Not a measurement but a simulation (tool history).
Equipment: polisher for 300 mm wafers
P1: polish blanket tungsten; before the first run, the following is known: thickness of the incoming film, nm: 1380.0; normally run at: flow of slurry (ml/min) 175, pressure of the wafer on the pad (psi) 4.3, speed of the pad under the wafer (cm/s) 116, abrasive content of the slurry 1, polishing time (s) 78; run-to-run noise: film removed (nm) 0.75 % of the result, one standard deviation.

run,hour,flow of slurry (ml/min),pressure of the wafer on the pad (psi),speed of the pad under the wafer (cm/s),abrasive content of the slurry,polishing time (s),film removed (nm)
1,5.6,175,4.3,116,1,78,437.72
# hour 7.4: slurry blender recalibrated
2,8.7,175,4.3,116,1,103,576.92
3,14.4,175,5.4,116,1,78,551.8
4,18.4,175,4.3,116,1,35,194.24
5,22.3,175,4.3,116,1,78,435.17
6,25.2,105,4.3,116,1,78,397.62
7,30.5,225,4.3,116,1,78,450.89
8,35.8,175,4.3,116,1,78,434.56
9,38.6,175,4.3,116,1,78,428.57
10,43.2,175,2.2,116,1,78,220.34
11,47.4,175,4.3,80,1,78,299.86
12,51,175,4.3,176,1,78,659.42
13,54.6,175,4.3,116,0.75,78,402.45

The next listed run, before its measurement:
14,60.4,175,4.3,116,1.35,78,?

film removed (nm): 461.57
